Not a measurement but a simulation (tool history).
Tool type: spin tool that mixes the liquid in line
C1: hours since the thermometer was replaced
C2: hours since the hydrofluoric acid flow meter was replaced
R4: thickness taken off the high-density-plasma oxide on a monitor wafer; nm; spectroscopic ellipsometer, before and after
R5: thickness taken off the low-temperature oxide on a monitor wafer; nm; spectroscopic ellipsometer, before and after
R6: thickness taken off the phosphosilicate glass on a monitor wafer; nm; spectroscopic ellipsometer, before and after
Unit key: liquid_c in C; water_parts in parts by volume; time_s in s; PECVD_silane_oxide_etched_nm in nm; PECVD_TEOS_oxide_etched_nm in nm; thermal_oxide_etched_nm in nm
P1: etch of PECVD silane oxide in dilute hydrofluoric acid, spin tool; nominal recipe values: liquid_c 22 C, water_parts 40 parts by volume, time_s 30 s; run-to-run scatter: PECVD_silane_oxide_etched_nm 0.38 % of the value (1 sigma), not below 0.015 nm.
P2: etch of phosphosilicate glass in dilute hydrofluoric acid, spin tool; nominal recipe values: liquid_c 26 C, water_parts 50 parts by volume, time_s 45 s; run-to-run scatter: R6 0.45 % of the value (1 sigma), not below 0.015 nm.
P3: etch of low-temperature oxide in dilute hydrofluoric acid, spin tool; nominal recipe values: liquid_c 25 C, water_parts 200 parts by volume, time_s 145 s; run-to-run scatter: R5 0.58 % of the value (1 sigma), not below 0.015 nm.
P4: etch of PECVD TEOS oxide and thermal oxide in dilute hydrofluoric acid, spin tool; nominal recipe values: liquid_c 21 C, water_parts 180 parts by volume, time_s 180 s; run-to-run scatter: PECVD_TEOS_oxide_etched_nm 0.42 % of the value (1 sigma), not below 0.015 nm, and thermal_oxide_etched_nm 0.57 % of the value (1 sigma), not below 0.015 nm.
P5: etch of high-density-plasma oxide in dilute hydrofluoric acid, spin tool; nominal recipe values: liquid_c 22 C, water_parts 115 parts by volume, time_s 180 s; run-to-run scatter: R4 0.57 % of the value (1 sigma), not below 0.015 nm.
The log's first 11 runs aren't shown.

Run 12, hour 48.9: process P1, liquid_c 26 C, water_parts 40 parts by volume, time_s 55 s; C1 367.3; C2 212. Result: PECVD_silane_oxide_etched_nm 51.97 nm.
Run 13, hour 54.8: process P5, liquid_c 22 C, water_parts 115 parts by volume, time_s 360 s; C1 373.2; C2 217.9. Result: R4 20.862 nm.
Run 14, hour 57.7: process P3, liquid_c 17.5 C, water_parts 200 parts by volume, time_s 145 s; C1 376.1; C2 220.8. Result: R5 13.703 nm.
Run 15, hour 60.7: process P2, liquid_c 26 C, water_parts 90 parts by volume, time_s 45 s; C1 379.1; C2 223.8. Result: R6 33.154 nm.
Run 16, hour 65.5: process P1, liquid_c 22 C, water_parts 60 parts by volume, time_s 60 s; C1 383.9; C2 228.6. Result: PECVD_silane_oxide_etched_nm 31.352 nm.
Run 17, hour 70.4: process P2, liquid_c 26 C, water_parts 50 parts by volume, time_s 75 s; C1 388.8; C2 233.5. Result: R6 105.52 nm.
Run 18, hour 75.9: process P2, liquid_c 26 C, water_parts 50 parts by volume, time_s 45 s; C1 394.3; C2 239. Result: R6 63.161 nm.
Run 19, hour 80.3: process P5, liquid_c 22 C, water_parts 50 parts by volume, time_s 180 s; C1 398.7; C2 243.4. Result: R4 25.883 nm.
Run 20, hour 83.1: process P2, liquid_c 26 C, water_parts 50 parts by volume, time_s 45 s; C1 401.5; C2 246.2. Result: R6 63.452 nm.
Run 21, hour 86.1: process P4, liquid_c 21 C, water_parts 180 parts by volume, time_s 180 s; C1 404.5; C2 249.2. Result: PECVD_TEOS_oxide_etched_nm 8.698 nm, thermal_oxide_etched_nm 3.9386 nm.
Run 22, hour 91.6: process P1, liquid_c 22 C, water_parts 40 parts by volume, time_s 55 s; C1 410; C2 254.7. Result: PECVD_silane_oxide_etched_nm 44.335 nm.
Run 23, hour 95.8: process P3, liquid_c 25 C, water_parts 200 parts by volume, time_s 145 s; C1 414.2; C2 258.9. Result: R5 18.082 nm.
Run 24, hour 101.3: process P2, liquid_c 30.5 C, water_parts 50 parts by volume, time_s 45 s; C1 419.7; C2 264.4. Result: R6 75.755 nm.
Run 25, hour 106.8: process P1, liquid_c 17 C, water_parts 40 parts by volume, time_s 30 s; C1 425.2; C2 269.9. Result: PECVD_silane_oxide_etched_nm 19.523 nm.
Run 26, hour 111.5: process P4, liquid_c 21 C, water_parts 180 parts by volume, time_s 325 s; C1 429.9; C2 274.6. Result: PECVD_TEOS_oxide_etched_nm 15.757 nm, thermal_oxide_etched_nm 7.2701 nm.
Run 27, hour 117.2: process P1, liquid_c 22 C, water_parts 40 parts by volume, time_s 30 s; C1 435.6; C2 280.3. Result: PECVD_silane_oxide_etched_nm 24.212 nm.
Run 28, hour 120.9: process P1, liquid_c 22 C, water_parts 40 parts by volume, time_s 15 s; C1 439.3; C2 284. Result: PECVD_silane_oxide_etched_nm 12.112 nm.

What does the tool deliver on the next run?
Run 29, hour 126.4: process P1, liquid_c 17 C, water_parts 40 parts by volume, time_s 55 s; C1 444.8; C2 289.5. Result: PECVD_silane_oxide_etched_nm ?.

Run 29 produced PECVD_silane_oxide_etched_nm 35.622 nm.

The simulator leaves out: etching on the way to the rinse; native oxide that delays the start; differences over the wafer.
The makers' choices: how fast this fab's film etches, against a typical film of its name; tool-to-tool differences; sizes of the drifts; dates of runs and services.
